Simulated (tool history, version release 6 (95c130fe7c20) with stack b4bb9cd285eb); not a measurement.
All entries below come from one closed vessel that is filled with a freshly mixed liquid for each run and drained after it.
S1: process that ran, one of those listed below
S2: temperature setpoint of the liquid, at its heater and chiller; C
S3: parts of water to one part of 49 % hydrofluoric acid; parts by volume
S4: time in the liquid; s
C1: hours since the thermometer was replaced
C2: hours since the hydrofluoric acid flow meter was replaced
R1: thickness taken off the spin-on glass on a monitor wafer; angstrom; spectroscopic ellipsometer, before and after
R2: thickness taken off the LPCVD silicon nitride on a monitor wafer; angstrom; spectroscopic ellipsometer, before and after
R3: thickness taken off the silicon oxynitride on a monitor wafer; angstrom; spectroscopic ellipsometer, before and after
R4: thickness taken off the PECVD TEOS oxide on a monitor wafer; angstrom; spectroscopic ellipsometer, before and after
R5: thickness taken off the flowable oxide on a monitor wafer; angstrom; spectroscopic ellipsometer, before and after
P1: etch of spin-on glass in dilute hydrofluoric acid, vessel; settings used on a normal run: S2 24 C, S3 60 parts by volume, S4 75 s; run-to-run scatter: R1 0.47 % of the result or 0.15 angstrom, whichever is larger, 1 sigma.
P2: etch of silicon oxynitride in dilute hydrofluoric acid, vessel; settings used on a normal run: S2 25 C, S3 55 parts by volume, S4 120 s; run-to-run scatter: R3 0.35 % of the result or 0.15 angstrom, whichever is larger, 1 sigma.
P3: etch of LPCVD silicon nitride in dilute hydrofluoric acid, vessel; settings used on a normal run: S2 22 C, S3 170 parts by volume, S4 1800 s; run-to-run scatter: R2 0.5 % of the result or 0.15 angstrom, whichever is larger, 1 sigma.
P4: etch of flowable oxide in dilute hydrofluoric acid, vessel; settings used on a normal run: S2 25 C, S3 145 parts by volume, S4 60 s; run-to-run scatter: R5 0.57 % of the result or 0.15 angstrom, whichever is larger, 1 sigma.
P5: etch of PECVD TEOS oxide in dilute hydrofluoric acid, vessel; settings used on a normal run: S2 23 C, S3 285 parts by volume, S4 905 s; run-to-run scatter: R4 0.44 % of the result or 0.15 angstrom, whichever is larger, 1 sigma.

run   hour  S1    S2   S3    S4      C1     C2      R1      R2      R3      R4      R5
  1    4.1  P1    24   60    75  2112.7  616.6  541.93
  2    6.8  P3    22  170   830  2115.4  619.3          20.702
  3   12.1  P2    29   55   120  2120.7  624.6                  130.27
  4   15.8  P3    22  170  1800  2124.4  628.3          44.811
  5   19.9  P1    24   25    75  2128.5  632.4  1362.5
  6   23.2  P2    25   55    30  2131.8  635.7                   26.93
  7   27.6  P2    25   55   120  2136.2  640.1                  108.28
  8   30.7  P5    23  285  1770  2139.3  643.2                          1039.6
  9     36  P1    24   60    75  2144.6  648.5  539.72
 10   38.7  P4  17.5  145    60  2147.3  651.2                                   168.3
 11   41.7  P4    25  145    60  2150.3  654.2                                  228.42
 12   45.1  P4    25  145    60  2153.7  657.6                                  228.53
 13   47.8  P3    22  170  1800  2156.4  660.3          44.754
      51.9  -- thermometer replaced
 14   52.2  P5    17  285   905     0.4  664.7                          425.61
 15   54.9  P1  17.5   30    75     3.1  667.4  854.88
 16   58.9  P2    25   85   120     7.1  671.4                  68.763
 17   61.9  P1    24   60   150    10.1  674.4  1083.7
 18     67  P1  19.5   60    75    15.2  679.5  458.39
 19   69.3  P1    24   90    30    17.5  681.8  140.22
 20   74.3  P1  30.5   40    75    22.5  686.8  1089.2
 21   78.4  P4    25  235    60    26.6  690.9                                  127.86
 22   82.9  P5    23   85   905    31.1  695.4                          2229.8
 23   86.3  P1    24   60    75    34.5  698.8  547.55
 24   89.3  P5    23  285   905    37.5  701.8                           533.7
 25   93.8  P3    22  275  1800      42  706.3           27.66
 26     98  P1    24   60    30    46.2  710.5  219.05
 27  100.7  P3    17  170  1800    48.9  713.2          32.387
 28  103.5  P1    24  105    75    51.7    716   292.5
 29  106.7  P1    24   60    75    54.9  719.2   544.8
 30  109.1  P4    25  145    30    57.3  721.6                                  113.62
 31  112.9  P1    28   60    75    61.1  725.4  636.61
 32  117.5  P1    24   60    75    65.7    730  545.87
 33  121.1  P1    24   60    75    69.3  733.6  544.76
 34  126.3  P1    24   60    75    74.5  738.8  523.18
 35  130.8  P1    24   60    75      79  743.3  516.39
 36  133.8  P1    24   60    75      82  746.3  509.93
 37  137.6  P1    24   60    75    85.8  750.1  506.16
 38  142.8  P1    24   60    75      91  755.3  503.42
 39  147.6  P1    24   60    75    95.8  760.1  504.42

Something has made what P1 gives creep away from where it was; the 2 causes below, each at its own stated size, fit the log equally well:
A: hydrofluoric acid flow below the setpoint (%) = 6.64
B: liquid colder than its thermometer reads (K) = 1.81
Onset of the creep was near hour 121.1.

Listed below are the offered check runs, one wafer per run, with question marks in place of results. For which of them would the causes give clearly different outcomes?
check 1  152.4  P3    17  170  1800               ?
check 2  152.4  P4  17.5  145    60                           ?
check 3  152.4  P5    23   90   905                       ?
check 4  152.4  P2  28.5   55    30                   ?

Predicted outcomes, by check and by cause:
  check  result    if A    if B
check 1      R2  29.965  28.268
check 2      R5  157.28  157.92
check 3      R4  1931.9  1937.7
check 4      R3  29.679  29.295
How far apart the two closest causes lie, in the result that separates them most: check 1 5.83 %; check 2 0.41 %; check 3 0.3 %; check 4 1.3 %
Check 1 tells the causes apart: in the others they would give nearly the same result.

Running check 1 produced the following: R2 29.679 angstrom. Which one of the listed causes fits?

The correct cause is A, namely: hydrofluoric acid flow below the setpoint (%).
